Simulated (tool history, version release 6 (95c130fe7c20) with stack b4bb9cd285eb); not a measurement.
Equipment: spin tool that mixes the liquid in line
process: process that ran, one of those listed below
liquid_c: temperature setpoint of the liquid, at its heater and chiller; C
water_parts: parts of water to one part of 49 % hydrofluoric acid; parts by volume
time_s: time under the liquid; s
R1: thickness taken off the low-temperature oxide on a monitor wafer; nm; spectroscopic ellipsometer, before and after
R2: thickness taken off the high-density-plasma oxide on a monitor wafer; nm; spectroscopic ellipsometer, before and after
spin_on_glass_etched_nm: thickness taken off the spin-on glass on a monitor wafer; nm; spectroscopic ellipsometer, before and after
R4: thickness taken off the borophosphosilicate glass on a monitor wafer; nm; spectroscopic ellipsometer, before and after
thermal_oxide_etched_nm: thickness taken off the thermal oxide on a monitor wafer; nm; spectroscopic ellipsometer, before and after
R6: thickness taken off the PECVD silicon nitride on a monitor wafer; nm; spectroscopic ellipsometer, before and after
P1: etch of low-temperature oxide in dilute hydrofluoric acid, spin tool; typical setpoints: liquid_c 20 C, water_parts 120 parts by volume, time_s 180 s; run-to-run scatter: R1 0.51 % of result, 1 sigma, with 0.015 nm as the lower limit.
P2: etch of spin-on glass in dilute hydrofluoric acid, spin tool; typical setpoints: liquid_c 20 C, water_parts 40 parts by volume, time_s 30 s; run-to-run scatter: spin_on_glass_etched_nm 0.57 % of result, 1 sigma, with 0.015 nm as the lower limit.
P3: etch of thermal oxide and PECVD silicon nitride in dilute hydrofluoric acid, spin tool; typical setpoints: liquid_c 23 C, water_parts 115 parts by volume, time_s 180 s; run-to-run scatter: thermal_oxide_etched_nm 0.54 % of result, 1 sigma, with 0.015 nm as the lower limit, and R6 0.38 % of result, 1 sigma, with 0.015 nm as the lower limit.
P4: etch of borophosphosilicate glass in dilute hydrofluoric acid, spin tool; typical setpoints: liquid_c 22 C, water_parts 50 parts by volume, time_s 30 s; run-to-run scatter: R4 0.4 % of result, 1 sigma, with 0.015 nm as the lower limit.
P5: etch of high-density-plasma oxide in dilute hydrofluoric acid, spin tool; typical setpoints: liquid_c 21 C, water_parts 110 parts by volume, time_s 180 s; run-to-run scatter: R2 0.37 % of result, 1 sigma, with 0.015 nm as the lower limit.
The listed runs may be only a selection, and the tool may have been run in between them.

run 1 hour=6.8 | process=P1 liquid_c=20 water_parts=120 time_s=180 | R1=21.991
run 2 hour=15.1 | process=P1 liquid_c=23.5 water_parts=120 time_s=180 | R1=25.211
run 3 hour=22.3 | process=P5 liquid_c=21 water_parts=110 time_s=85 | R2=7.0921
run 4 hour=26.6 | process=P2 liquid_c=20 water_parts=40 time_s=50 | spin_on_glass_etched_nm=53.051
run 5 hour=34.1 | process=P4 liquid_c=22 water_parts=50 time_s=45 | R4=32.956
run 6 hour=41.1 | process=P5 liquid_c=21 water_parts=70 time_s=180 | R2=24.676
run 7 hour=49.3 | process=P2 liquid_c=20 water_parts=40 time_s=30 | spin_on_glass_etched_nm=31.893
run 8 hour=58.1 | process=P1 liquid_c=20 water_parts=175 time_s=180 | R1=14.291
run 9 hour=64.7 | process=P1 liquid_c=20 water_parts=120 time_s=315 | R1=38.213
run 10 hour=70.6 | process=P2 liquid_c=20 water_parts=40 time_s=30 | spin_on_glass_etched_nm=32.068
run 11 hour=77 | process=P5 liquid_c=27.5 water_parts=110 time_s=180 | R2=19.426
run 12 hour=81.2 | process=P1 liquid_c=20 water_parts=120 time_s=180 | R1=22.074
run 13 hour=86.9 | process=P1 liquid_c=20 water_parts=120 time_s=180 | R1=22.11
run 14 hour=91.3 | process=P1 liquid_c=20 water_parts=120 time_s=180 | R1=21.65
run 15 hour=96.4 | process=P1 liquid_c=20 water_parts=120 time_s=180 | R1=21.846
run 16 hour=100.8 | process=P1 liquid_c=20 water_parts=120 time_s=180 | R1=22.004
run 17 hour=109.6 | process=P4 liquid_c=22 water_parts=50 time_s=30 | R4=21.94
run 18 hour=113.9 | process=P5 liquid_c=21 water_parts=110 time_s=180 | R2=15.046
run 19 hour=121.8 | process=P4 liquid_c=22 water_parts=20 time_s=30 | R4=57.081
run 20 hour=126.8 | process=P2 liquid_c=27 water_parts=40 time_s=30 | spin_on_glass_etched_nm=43.018
run 21 hour=132.6 | process=P1 liquid_c=17 water_parts=120 time_s=280 | R1=30.011
run 22 hour=137.1 | process=P3 liquid_c=23 water_parts=170 time_s=180 | thermal_oxide_etched_nm=4.5383 R6=5.4946
run 23 hour=145.2 | process=P4 liquid_c=28.5 water_parts=50 time_s=30 | R4=28.658
run 24 hour=151.6 | process=P1 liquid_c=20 water_parts=50 time_s=105 | R1=33.18
run 25 hour=160.1 | process=P1 liquid_c=20 water_parts=30 time_s=180 | R1=96.934
run 26 hour=166.1 | process=P3 liquid_c=23 water_parts=115 time_s=280 | thermal_oxide_etched_nm=10.938 R6=12.508
run 27 hour=171.1 | process=P2 liquid_c=20 water_parts=65 time_s=30 | spin_on_glass_etched_nm=19.09
run 28 hour=179.6 | process=P1 liquid_c=17 water_parts=120 time_s=180 | R1=19.264
run 29 hour=185.4 | process=P5 liquid_c=21 water_parts=110 time_s=180 | R2=15.043
-- hour=190.3 thermometer replaced
run 30 hour=193.6 | process=P1 liquid_c=20 water_parts=120 time_s=65 | R1=7.8759
run 31 hour=200.4 | process=P3 liquid_c=23 water_parts=115 time_s=180 | thermal_oxide_etched_nm=7.1047 R6=8.0021
run 32 hour=206.9 | process=P3 liquid_c=30.5 water_parts=115 time_s=180 | thermal_oxide_etched_nm=9.3761 R6=12.991
run 33 hour=214.4 | process=P1 liquid_c=20 water_parts=120 time_s=180 | R1=22.045
run 34 hour=218.6 | process=P1 liquid_c=20 water_parts=120 time_s=180 | R1=22.021
run 35 hour=226.9 | process=P1 liquid_c=20 water_parts=120 time_s=180 | R1=21.366
run 36 hour=234.8 | process=P1 liquid_c=20 water_parts=120 time_s=180 | R1=20.705
run 37 hour=243.3 | process=P1 liquid_c=20 water_parts=120 time_s=180 | R1=20.683
run 38 hour=249.1 | process=P1 liquid_c=20 water_parts=120 time_s=180 | R1=20.729
run 39 hour=257.2 | process=P1 liquid_c=20 water_parts=120 time_s=180 | R1=20.559
run 40 hour=261.6 | process=P1 liquid_c=20 water_parts=120 time_s=180 | R1=20.606

What P1 gives has crept away from where it was. These 2 causes fit the log equally well, each at the size given:
A: hydrofluoric acid flow below the setpoint (%) = 5.32
B: liquid colder than its thermometer reads (K) = 1.52
The onset of the drift is placed at about hour 218.6.

Below are 4 check runs, each on a single wafer, with their results shown as question marks. Which of them would tell the listed causes apart, meaning the causes would give clearly different results under it?
run check 1 hour=266 | process=P2 liquid_c=20 water_parts=40 time_s=30 | spin_on_glass_etched_nm=?
run check 2 hour=266 | process=P5 liquid_c=21 water_parts=110 time_s=180 | R2=?
run check 3 hour=266 | process=P3 liquid_c=23 water_parts=115 time_s=180 | thermal_oxide_etched_nm=? R6=?
run check 4 hour=266 | process=P4 liquid_c=22 water_parts=50 time_s=30 | R4=?

What every check run would give for each of its results, assuming each possible cause in turn:
check=check_1 result=spin_on_glass_etched_nm if_A=30.228 if_B=29.988
check=check_2 result=R2 if_A=14.127 if_B=14.123
check=check_3 result=thermal_oxide_etched_nm if_A=6.6548 if_B=6.6657
check=check_3 result=R6 if_A=7.6349 if_B=7.2833
check=check_4 result=R4 if_A=20.755 if_B=20.637
Minimum pairwise separation of causes per check, each pair taken at its best-separating result: check 1 0.8 %; check 2 0.03 %; check 3 4.72 %; check 4 0.57 %
Check 3 tells the causes apart: in the others they would give nearly the same result.

Check 3 was then run and gave: thermal_oxide_etched_nm 6.6749 nm; R6 7.6072 nm. Which cause is it?

Of the candidate causes, it is A: hydrofluoric acid flow below the setpoint (%).
